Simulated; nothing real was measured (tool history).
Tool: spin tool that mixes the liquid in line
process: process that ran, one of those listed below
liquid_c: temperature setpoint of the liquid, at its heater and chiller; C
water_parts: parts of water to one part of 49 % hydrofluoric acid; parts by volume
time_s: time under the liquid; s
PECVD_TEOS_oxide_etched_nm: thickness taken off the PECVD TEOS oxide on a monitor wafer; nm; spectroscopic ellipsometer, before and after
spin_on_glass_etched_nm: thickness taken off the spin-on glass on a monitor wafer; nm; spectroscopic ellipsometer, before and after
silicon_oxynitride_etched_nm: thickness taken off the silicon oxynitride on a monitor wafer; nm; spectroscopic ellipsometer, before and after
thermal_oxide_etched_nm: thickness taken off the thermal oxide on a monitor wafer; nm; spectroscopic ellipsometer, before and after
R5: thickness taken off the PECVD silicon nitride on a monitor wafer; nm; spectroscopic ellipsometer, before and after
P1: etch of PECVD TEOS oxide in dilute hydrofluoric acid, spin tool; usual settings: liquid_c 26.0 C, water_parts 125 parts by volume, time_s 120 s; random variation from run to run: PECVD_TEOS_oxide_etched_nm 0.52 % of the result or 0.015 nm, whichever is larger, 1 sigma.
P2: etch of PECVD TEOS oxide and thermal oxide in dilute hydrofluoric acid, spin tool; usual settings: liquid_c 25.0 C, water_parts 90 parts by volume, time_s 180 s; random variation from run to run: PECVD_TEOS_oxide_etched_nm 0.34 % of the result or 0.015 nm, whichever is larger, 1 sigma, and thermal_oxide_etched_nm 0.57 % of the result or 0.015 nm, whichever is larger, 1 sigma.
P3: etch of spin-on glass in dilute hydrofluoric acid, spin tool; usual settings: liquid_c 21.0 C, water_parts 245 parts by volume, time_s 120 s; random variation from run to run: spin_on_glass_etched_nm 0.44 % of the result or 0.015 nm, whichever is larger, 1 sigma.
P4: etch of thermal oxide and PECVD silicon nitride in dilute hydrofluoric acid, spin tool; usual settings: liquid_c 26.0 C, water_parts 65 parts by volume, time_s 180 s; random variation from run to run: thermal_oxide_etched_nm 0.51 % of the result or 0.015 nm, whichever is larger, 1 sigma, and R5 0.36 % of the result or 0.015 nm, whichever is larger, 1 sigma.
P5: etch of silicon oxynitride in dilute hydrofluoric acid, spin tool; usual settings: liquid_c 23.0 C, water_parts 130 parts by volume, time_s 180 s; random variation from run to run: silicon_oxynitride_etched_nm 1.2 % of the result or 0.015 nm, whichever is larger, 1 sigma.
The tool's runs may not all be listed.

run 1 hour=16.7 | process=P1 liquid_c=26.0 water_parts=125 time_s=120 | PECVD_TEOS_oxide_etched_nm=8.6558
run 2 hour=28.3 | process=P3 liquid_c=21.0 water_parts=245 time_s=120 | spin_on_glass_etched_nm=13.858
run 3 hour=37.6 | process=P3 liquid_c=21.0 water_parts=245 time_s=120 | spin_on_glass_etched_nm=13.813
run 4 hour=48.6 | process=P1 liquid_c=26.0 water_parts=125 time_s=120 | PECVD_TEOS_oxide_etched_nm=8.7330
run 5 hour=59.3 | process=P1 liquid_c=26.0 water_parts=170 time_s=120 | PECVD_TEOS_oxide_etched_nm=5.9733
run 6 hour=67.4 | process=P5 liquid_c=23.0 water_parts=235 time_s=180 | silicon_oxynitride_etched_nm=1.0029
run 7 hour=77.3 | process=P5 liquid_c=23.0 water_parts=130 time_s=180 | silicon_oxynitride_etched_nm=2.0383
run 8 hour=87.7 | process=P1 liquid_c=26.0 water_parts=125 time_s=120 | PECVD_TEOS_oxide_etched_nm=8.6189
run 9 hour=97.6 | process=P3 liquid_c=21.0 water_parts=100 time_s=120 | spin_on_glass_etched_nm=39.014
run 10 hour=108.9 | process=P4 liquid_c=26.0 water_parts=105 time_s=180 | thermal_oxide_etched_nm=8.3289 R5=11.2570
run 11 hour=120.9 | process=P4 liquid_c=26.0 water_parts=65 time_s=180 | thermal_oxide_etched_nm=14.1270 R5=18.1180
run 12 hour=135.6 | process=P1 liquid_c=26.0 water_parts=125 time_s=15 | PECVD_TEOS_oxide_etched_nm=1.0840
run 13 hour=149.9 | process=P1 liquid_c=30.5 water_parts=125 time_s=120 | PECVD_TEOS_oxide_etched_nm=10.1710
run 14 hour=163.8 | process=P4 liquid_c=26.0 water_parts=65 time_s=15 | thermal_oxide_etched_nm=1.2113 R5=1.5286
run 15 hour=171.6 | process=P2 liquid_c=25.0 water_parts=90 time_s=180 | PECVD_TEOS_oxide_etched_nm=17.9260 thermal_oxide_etched_nm=9.6414
run 16 hour=180.8 | process=P3 liquid_c=21.0 water_parts=245 time_s=220 | spin_on_glass_etched_nm=25.486
run 17 hour=191.2 | process=P1 liquid_c=26.0 water_parts=80 time_s=120 | PECVD_TEOS_oxide_etched_nm=14.3620
run 18 hour=203.0 | process=P5 liquid_c=23.0 water_parts=130 time_s=180 | silicon_oxynitride_etched_nm=1.9757
run 19 hour=214.6 | process=P4 liquid_c=34.0 water_parts=65 time_s=180 | thermal_oxide_etched_nm=19.3650 R5=29.9270
run 20 hour=228.3 | process=P1 liquid_c=21.0 water_parts=75 time_s=120 | PECVD_TEOS_oxide_etched_nm=12.5390
run 21 hour=238.4 | process=P2 liquid_c=25.0 water_parts=125 time_s=180 | PECVD_TEOS_oxide_etched_nm=12.3180 thermal_oxide_etched_nm=6.6439
run 22 hour=248.3 | process=P2 liquid_c=32.5 water_parts=90 time_s=180 | PECVD_TEOS_oxide_etched_nm=23.7430 thermal_oxide_etched_nm=12.8280
run 23 hour=257.1 | process=P5 liquid_c=31.0 water_parts=130 time_s=180 | silicon_oxynitride_etched_nm=2.8314
run 24 hour=267.9 | process=P1 liquid_c=26.0 water_parts=125 time_s=210 | PECVD_TEOS_oxide_etched_nm=15.1000
run 25 hour=278.3 | process=P3 liquid_c=17.0 water_parts=245 time_s=120 | spin_on_glass_etched_nm=11.860
run 26 hour=287.8 | process=P2 liquid_c=25.0 water_parts=90 time_s=40 | PECVD_TEOS_oxide_etched_nm=3.9575 thermal_oxide_etched_nm=2.1702
run 27 hour=301.4 | process=P1 liquid_c=26.0 water_parts=125 time_s=120 | PECVD_TEOS_oxide_etched_nm=8.5663
run 28 hour=318.0 | process=P5 liquid_c=23.0 water_parts=130 time_s=310 | silicon_oxynitride_etched_nm=3.4172
run 29 hour=330.9 | process=P4 liquid_c=26.0 water_parts=65 time_s=180 | thermal_oxide_etched_nm=14.3070 R5=18.1710
run 30 hour=342.7 | process=P1 liquid_c=26.0 water_parts=125 time_s=120 | PECVD_TEOS_oxide_etched_nm=8.5920
run 31 hour=353.5 | process=P1 liquid_c=21.0 water_parts=125 time_s=120 | PECVD_TEOS_oxide_etched_nm=7.1044
run 32 hour=366.9 | process=P1 liquid_c=26.0 water_parts=125 time_s=120 | PECVD_TEOS_oxide_etched_nm=8.7033
run 33 hour=374.5 | process=P1 liquid_c=26.0 water_parts=125 time_s=120 | PECVD_TEOS_oxide_etched_nm=8.8918
run 34 hour=383.8 | process=P1 liquid_c=26.0 water_parts=125 time_s=120 | PECVD_TEOS_oxide_etched_nm=9.1478
run 35 hour=399.1 | process=P1 liquid_c=26.0 water_parts=125 time_s=120 | PECVD_TEOS_oxide_etched_nm=9.3529
run 36 hour=411.5 | process=P1 liquid_c=26.0 water_parts=125 time_s=120 | PECVD_TEOS_oxide_etched_nm=9.3531
run 37 hour=419.9 | process=P1 liquid_c=26.0 water_parts=125 time_s=120 | PECVD_TEOS_oxide_etched_nm=9.3142
run 38 hour=428.1 | process=P1 liquid_c=26.0 water_parts=125 time_s=120 | PECVD_TEOS_oxide_etched_nm=9.3505

What P1 gives has crept away from where it was. These 2 causes fit the log equally well, each at the size given:
A: hydrofluoric acid flow above the setpoint (%) = 7.2
B: liquid hotter than its thermometer reads (K) = 2.12
The creep began at about hour 366.9.

4 check runs are offered, one wafer each, their results left as question marks. Which one tells the causes apart?
run check 1 hour=436.3 | process=P2 liquid_c=28.5 water_parts=90 time_s=50 | PECVD_TEOS_oxide_etched_nm=? thermal_oxide_etched_nm=?
run check 2 hour=436.3 | process=P5 liquid_c=27.5 water_parts=130 time_s=270 | silicon_oxynitride_etched_nm=?
run check 3 hour=436.3 | process=P4 liquid_c=31.0 water_parts=65 time_s=180 | thermal_oxide_etched_nm=? R5=?
run check 4 hour=436.3 | process=P3 liquid_c=17.0 water_parts=245 time_s=120 | spin_on_glass_etched_nm=?

What each check would give under each cause:
check=check_1 result=PECVD_TEOS_oxide_etched_nm if_A=6.1587 if_B=6.1748
check=check_1 result=thermal_oxide_etched_nm if_A=3.3172 if_B=3.3259
check=check_2 result=silicon_oxynitride_etched_nm if_A=3.9608 if_B=4.0279
check=check_3 result=thermal_oxide_etched_nm if_A=18.5670 if_B=18.6460
check=check_3 result=R5 if_A=26.7610 if_B=28.5300
check=check_4 result=spin_on_glass_etched_nm if_A=12.913 if_B=12.881
How far apart the two closest causes lie, in the result that separates them most: check 1 0.26 %; check 2 1.68 %; check 3 6.4 %; check 4 0.25 %
Check 3 tells the causes apart: in the others they would give nearly the same result.

Then check 3 was run and gave: thermal_oxide_etched_nm 18.4570 nm; R5 26.7910 nm. Which cause is it?

It is A: hydrofluoric acid flow above the setpoint (%).
